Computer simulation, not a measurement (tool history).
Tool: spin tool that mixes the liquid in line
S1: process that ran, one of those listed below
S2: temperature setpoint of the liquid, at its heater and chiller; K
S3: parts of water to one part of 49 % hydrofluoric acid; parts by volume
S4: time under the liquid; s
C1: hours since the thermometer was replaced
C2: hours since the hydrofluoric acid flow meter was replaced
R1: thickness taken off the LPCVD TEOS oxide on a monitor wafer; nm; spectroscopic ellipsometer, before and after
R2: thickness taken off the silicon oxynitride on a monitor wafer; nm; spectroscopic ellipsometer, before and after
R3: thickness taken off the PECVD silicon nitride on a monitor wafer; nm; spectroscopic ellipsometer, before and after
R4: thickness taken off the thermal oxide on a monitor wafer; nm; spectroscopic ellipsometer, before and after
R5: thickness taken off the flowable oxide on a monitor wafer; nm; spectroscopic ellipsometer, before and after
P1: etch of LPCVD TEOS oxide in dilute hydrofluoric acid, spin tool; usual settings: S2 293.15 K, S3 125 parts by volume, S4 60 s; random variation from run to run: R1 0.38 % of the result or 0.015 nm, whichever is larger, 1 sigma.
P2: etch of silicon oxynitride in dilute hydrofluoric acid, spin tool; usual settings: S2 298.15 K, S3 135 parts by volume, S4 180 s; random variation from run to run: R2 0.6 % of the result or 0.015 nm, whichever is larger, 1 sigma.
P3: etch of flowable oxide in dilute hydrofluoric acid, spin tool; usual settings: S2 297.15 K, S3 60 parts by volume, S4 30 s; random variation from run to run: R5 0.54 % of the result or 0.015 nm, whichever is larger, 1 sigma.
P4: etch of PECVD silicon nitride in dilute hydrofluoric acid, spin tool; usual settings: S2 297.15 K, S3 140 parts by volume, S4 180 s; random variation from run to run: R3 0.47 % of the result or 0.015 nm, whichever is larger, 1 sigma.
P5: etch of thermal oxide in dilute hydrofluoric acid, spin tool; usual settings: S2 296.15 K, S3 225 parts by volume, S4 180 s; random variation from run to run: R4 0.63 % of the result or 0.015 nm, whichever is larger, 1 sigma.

| run | hour | S1 | S2 | S3 | S4 | C1 | C2 | R1 | R2 | R3 | R4 | R5 |
|---|---|---|---|---|---|---|---|---|---|---|---|---|
| 1 | 5.9 | P1 | 293.15 | 125 | 60 | 250.5 | 937.5 | 9.1157 |  |  |  |  |
| 2 | 14.9 | P2 | 298.15 | 135 | 180 | 259.5 | 946.5 |  | 5.4022 |  |  |  |
| 3 | 18.8 | P2 | 290.15 | 135 | 180 | 263.4 | 950.4 |  | 3.6718 |  |  |  |
| 4 | 26 | P2 | 298.15 | 245 | 180 | 270.6 | 957.6 |  | 2.714 |  |  |  |
| 5 | 31.4 | P4 | 297.15 | 255 | 180 | 276 | 963 |  |  | 3.043 |  |  |
| 6 | 38.4 | P5 | 296.15 | 225 | 180 | 283 | 970 |  |  |  | 3.2668 |  |
| 7 | 42.9 | P1 | 293.15 | 220 | 60 | 287.5 | 974.5 | 4.7386 |  |  |  |  |
| 8 | 50.9 | P4 | 297.15 | 140 | 180 | 295.5 | 982.5 |  |  | 5.5184 |  |  |
| 9 | 55.2 | P1 | 293.15 | 35 | 60 | 299.8 | 986.8 | 36.102 |  |  |  |  |
| 10 | 59.4 | P4 | 291.15 | 140 | 180 | 304 | 991 |  |  | 3.7198 |  |  |
| 11 | 67.7 | P1 | 293.15 | 125 | 60 | 312.3 | 999.3 | 9.1792 |  |  |  |  |
| 12 | 75.8 | P3 | 297.15 | 60 | 30 | 320.4 | 1007.4 |  |  |  |  | 21.04 |
| 13 | 82.2 | P1 | 300.65 | 125 | 60 | 326.8 | 1013.8 | 12.242 |  |  |  |  |
| 14 | 87.2 | P3 | 297.15 | 60 | 15 | 331.8 | 1018.8 |  |  |  |  | 10.514 |
| 15 | 92.6 | P3 | 290.65 | 60 | 30 | 337.2 | 1024.2 |  |  |  |  | 15.991 |
| 16 | 100.3 | P1 | 299.15 | 125 | 110 | 344.9 | 1031.9 | 21.252 |  |  |  |  |
| 17 | 105.2 | P3 | 297.15 | 105 | 30 | 349.8 | 1036.8 |  |  |  |  | 11.396 |
| 18 | 109.4 | P5 | 296.15 | 320 | 180 | 354 | 1041 |  |  |  | 2.0965 |  |
| 19 | 115.3 | P5 | 296.15 | 225 | 285 | 359.9 | 1046.9 |  |  |  | 5.1514 |  |
| 20 | 120.5 | P4 | 297.15 | 140 | 180 | 365.1 | 1052.1 |  |  | 5.4789 |  |  |
| 21 | 124.8 | P1 | 293.15 | 125 | 100 | 369.4 | 1056.4 | 15.301 |  |  |  |  |
| 22 | 130.9 | P3 | 297.15 | 60 | 30 | 375.5 | 1062.5 |  |  |  |  | 21.265 |
| 23 | 135.6 | P1 | 293.15 | 125 | 60 | 380.2 | 1067.2 | 9.1175 |  |  |  |  |
| 24 | 141.3 | P5 | 296.15 | 225 | 180 | 385.9 | 1072.9 |  |  |  | 3.1883 |  |
| 25 | 147.1 | P1 | 293.15 | 125 | 60 | 391.7 | 1078.7 | 9.0946 |  |  |  |  |
| 26 | 153.7 | P1 | 293.15 | 125 | 15 | 398.3 | 1085.3 | 2.2892 |  |  |  |  |
| 27 | 162.5 | P1 | 293.15 | 125 | 60 | 407.1 | 1094.1 | 9.105 |  |  |  |  |
| 28 | 171 | P4 | 297.15 | 140 | 270 | 415.6 | 1102.6 |  |  | 8.3047 |  |  |
| 29 | 175.8 | P5 | 303.15 | 225 | 180 | 420.4 | 1107.4 |  |  |  | 4.1461 |  |
| 30 | 180.4 | P1 | 290.15 | 125 | 60 | 425 | 1112 | 8.0434 |  |  |  |  |
| 31 | 185.5 | P2 | 298.15 | 135 | 280 | 430.1 | 1117.1 |  | 8.3467 |  |  |  |

Forecast run 32:
| 32 | 191.8 | P1 | 290.15 | 125 | 115 | 436.4 | 1123.4 | ? |  |  |  |  |

Run 32 gave R1 15.497 nm.
